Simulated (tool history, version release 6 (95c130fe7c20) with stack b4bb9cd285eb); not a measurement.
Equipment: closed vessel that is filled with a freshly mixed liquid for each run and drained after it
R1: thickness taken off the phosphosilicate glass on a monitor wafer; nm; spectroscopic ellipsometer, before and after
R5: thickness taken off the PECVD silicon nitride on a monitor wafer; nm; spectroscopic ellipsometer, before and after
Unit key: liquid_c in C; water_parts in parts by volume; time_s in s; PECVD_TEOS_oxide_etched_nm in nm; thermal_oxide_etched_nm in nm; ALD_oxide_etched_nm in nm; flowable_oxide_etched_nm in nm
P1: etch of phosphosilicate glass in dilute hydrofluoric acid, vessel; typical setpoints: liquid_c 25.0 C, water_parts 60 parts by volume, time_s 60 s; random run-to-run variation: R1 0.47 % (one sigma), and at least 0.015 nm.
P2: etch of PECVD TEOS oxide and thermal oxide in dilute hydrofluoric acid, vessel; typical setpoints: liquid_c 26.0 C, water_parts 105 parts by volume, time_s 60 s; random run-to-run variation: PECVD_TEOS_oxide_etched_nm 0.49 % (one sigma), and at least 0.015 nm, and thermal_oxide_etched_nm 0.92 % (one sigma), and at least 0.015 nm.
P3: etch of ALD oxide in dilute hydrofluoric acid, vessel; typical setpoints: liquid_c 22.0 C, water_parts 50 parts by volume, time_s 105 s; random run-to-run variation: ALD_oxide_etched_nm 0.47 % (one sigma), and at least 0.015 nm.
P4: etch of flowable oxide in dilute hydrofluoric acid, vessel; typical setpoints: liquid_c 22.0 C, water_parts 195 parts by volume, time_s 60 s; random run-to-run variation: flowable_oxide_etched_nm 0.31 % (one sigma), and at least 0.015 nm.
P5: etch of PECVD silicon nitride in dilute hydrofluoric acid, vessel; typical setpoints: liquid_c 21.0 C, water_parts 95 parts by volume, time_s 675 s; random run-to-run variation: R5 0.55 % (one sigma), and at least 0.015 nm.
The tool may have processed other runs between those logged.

Run 1, day 0.408: process P1, liquid_c 25.0 C, water_parts 60 parts by volume, time_s 60 s. Result: R1 133.180 nm.
Run 2, day 0.838: process P1, liquid_c 25.0 C, water_parts 60 parts by volume, time_s 60 s. Result: R1 132.520 nm.
Run 3, day 1.350: process P2, liquid_c 26.0 C, water_parts 105 parts by volume, time_s 30 s. Result: PECVD_TEOS_oxide_etched_nm 2.8468 nm, thermal_oxide_etched_nm 1.3772 nm.
Run 4, day 1.983: process P1, liquid_c 25.0 C, water_parts 60 parts by volume, time_s 60 s. Result: R1 132.260 nm.
Run 5, day 2.312: process P3, liquid_c 22.0 C, water_parts 50 parts by volume, time_s 105 s. Result: ALD_oxide_etched_nm 37.598 nm.
Run 6, day 2.633: process P1, liquid_c 18.5 C, water_parts 80 parts by volume, time_s 60 s. Result: R1 74.308 nm.
Run 7, day 3.092: process P2, liquid_c 26.0 C, water_parts 105 parts by volume, time_s 60 s. Result: PECVD_TEOS_oxide_etched_nm 5.6661 nm, thermal_oxide_etched_nm 2.7308 nm.
Run 8, day 3.525: process P5, liquid_c 21.0 C, water_parts 95 parts by volume, time_s 675 s. Result: R5 28.696 nm.
Run 9, day 4.008: process P4, liquid_c 22.0 C, water_parts 195 parts by volume, time_s 30 s. Result: flowable_oxide_etched_nm 3.2961 nm.
Run 10, day 4.483: process P2, liquid_c 26.0 C, water_parts 65 parts by volume, time_s 60 s. Result: PECVD_TEOS_oxide_etched_nm 9.6349 nm, thermal_oxide_etched_nm 4.7270 nm.
Run 11, day 4.892: process P1, liquid_c 25.0 C, water_parts 30 parts by volume, time_s 60 s. Result: R1 278.350 nm.
Run 12, day 5.238: process P3, liquid_c 17.0 C, water_parts 50 parts by volume, time_s 105 s. Result: ALD_oxide_etched_nm 30.626 nm.
Run 13, day 5.800: process P4, liquid_c 22.0 C, water_parts 110 parts by volume, time_s 60 s. Result: flowable_oxide_etched_nm 12.7490 nm.
Run 14, day 6.250: process P1, liquid_c 25.0 C, water_parts 40 parts by volume, time_s 105 s. Result: R1 359.020 nm.
Run 15, day 6.679: process P5, liquid_c 27.0 C, water_parts 95 parts by volume, time_s 675 s. Result: R5 42.630 nm.
Run 16, day 7.112: process P5, liquid_c 21.0 C, water_parts 150 parts by volume, time_s 675 s. Result: R5 18.169 nm.
Run 17, day 7.612: process P1, liquid_c 25.0 C, water_parts 60 parts by volume, time_s 120 s. Result: R1 266.920 nm.
Run 18, day 7.929: process P4, liquid_c 17.0 C, water_parts 195 parts by volume, time_s 60 s. Result: flowable_oxide_etched_nm 5.4229 nm.
Run 19, day 8.242: process P1, liquid_c 19.0 C, water_parts 60 parts by volume, time_s 60 s. Result: R1 104.000 nm.
Run 20, day 8.692: process P1, liquid_c 28.5 C, water_parts 60 parts by volume, time_s 60 s. Result: R1 152.690 nm.
Run 21, day 9.346: process P1, liquid_c 25.0 C, water_parts 60 parts by volume, time_s 60 s. Result: R1 132.700 nm.
Run 22, day 9.796: process P1, liquid_c 25.0 C, water_parts 60 parts by volume, time_s 60 s. Result: R1 132.980 nm.
Run 23, day 10.408: process P3, liquid_c 22.0 C, water_parts 50 parts by volume, time_s 30 s. Result: ALD_oxide_etched_nm 10.808 nm.
Run 24, day 10.888: process P3, liquid_c 22.0 C, water_parts 85 parts by volume, time_s 105 s. Result: ALD_oxide_etched_nm 21.456 nm.
Run 25, day 11.488: process P1, liquid_c 25.0 C, water_parts 90 parts by volume, time_s 60 s. Result: R1 85.406 nm.
Run 26, day 11.838: process P5, liquid_c 21.0 C, water_parts 95 parts by volume, time_s 1295 s. Result: R5 54.949 nm.
Run 27, day 12.471: process P1, liquid_c 25.0 C, water_parts 60 parts by volume, time_s 60 s. Result: R1 132.000 nm.
Run 28, day 13.121: process P1, liquid_c 25.0 C, water_parts 60 parts by volume, time_s 30 s. Result: R1 66.551 nm.
Run 29, day 13.667: process P4, liquid_c 22.0 C, water_parts 195 parts by volume, time_s 60 s. Result: flowable_oxide_etched_nm 6.5993 nm.
Run 30, day 14.362: process P2, liquid_c 20.0 C, water_parts 105 parts by volume, time_s 60 s. Result: PECVD_TEOS_oxide_etched_nm 4.4546 nm, thermal_oxide_etched_nm 2.1942 nm.
Run 31, day 14.862: process P1, liquid_c 32.0 C, water_parts 60 parts by volume, time_s 105 s. Result: R1 308.060 nm.
Run 32, day 15.279: process P2, liquid_c 26.0 C, water_parts 105 parts by volume, time_s 60 s. Result: PECVD_TEOS_oxide_etched_nm 5.7094 nm, thermal_oxide_etched_nm 2.6901 nm.
Run 33, day 15.708: process P1, liquid_c 25.0 C, water_parts 60 parts by volume, time_s 60 s. Result: R1 133.040 nm.
Run 34, day 16.371: process P1, liquid_c 25.0 C, water_parts 60 parts by volume, time_s 60 s. Result: R1 139.790 nm.
Run 35, day 17.088: process P1, liquid_c 25.0 C, water_parts 60 parts by volume, time_s 60 s. Result: R1 145.090 nm.
Run 36, day 17.454: process P1, liquid_c 25.0 C, water_parts 60 parts by volume, time_s 60 s. Result: R1 145.380 nm.
Run 37, day 17.779: process P1, liquid_c 25.0 C, water_parts 60 parts by volume, time_s 60 s. Result: R1 145.980 nm.
Run 38, day 18.267: process P1, liquid_c 25.0 C, water_parts 60 parts by volume, time_s 60 s. Result: R1 145.830 nm.
Run 39, day 18.829: process P1, liquid_c 25.0 C, water_parts 60 parts by volume, time_s 60 s. Result: R1 145.190 nm.

P1 has crept away from where it was. The log is fitted equally well by each of these 2 causes, at the sizes shown:
A: hydrofluoric acid flow above the setpoint (%) = 9.34
B: liquid hotter than its thermometer reads (K) = 2.4
The gradual shift began around day 15.708.

4 check runs are offered, one wafer each, their results left as question marks. Which one tells the causes apart?
Run check 1, day 19.392: process P5, liquid_c 25.0 C, water_parts 95 parts by volume, time_s 1060 s. Result: R5 ?.
Run check 2, day 19.392: process P4, liquid_c 17.0 C, water_parts 195 parts by volume, time_s 30 s. Result: flowable_oxide_etched_nm ?.
Run check 3, day 19.392: process P2, liquid_c 22.0 C, water_parts 105 parts by volume, time_s 30 s. Result: PECVD_TEOS_oxide_etched_nm ?, thermal_oxide_etched_nm ?.
Run check 4, day 19.392: process P3, liquid_c 22.0 C, water_parts 75 parts by volume, time_s 40 s. Result: ALD_oxide_etched_nm ?.

How each check would come out, cause by cause:
  check                      result    if A    if B
check 1                          R5  64.236  68.711
check 2    flowable_oxide_etched_nm  3.0126  2.9826
check 3  PECVD_TEOS_oxide_etched_nm  2.6818  2.6701
check 3     thermal_oxide_etched_nm  1.2851  1.2795
check 4         ALD_oxide_etched_nm  10.276  10.280
Separation of the two closest causes in each check, using whichever result separates them best: check 1 6.73 %; check 2 1 %; check 3 0.44 %; check 4 0.03 %
Check 1 tells the causes apart: in the others they would give nearly the same result.

Check 1 has now been run. It gave: R5 64.215 nm. Which of the candidate causes is it?

It is A: hydrofluoric acid flow above the setpoint (%).

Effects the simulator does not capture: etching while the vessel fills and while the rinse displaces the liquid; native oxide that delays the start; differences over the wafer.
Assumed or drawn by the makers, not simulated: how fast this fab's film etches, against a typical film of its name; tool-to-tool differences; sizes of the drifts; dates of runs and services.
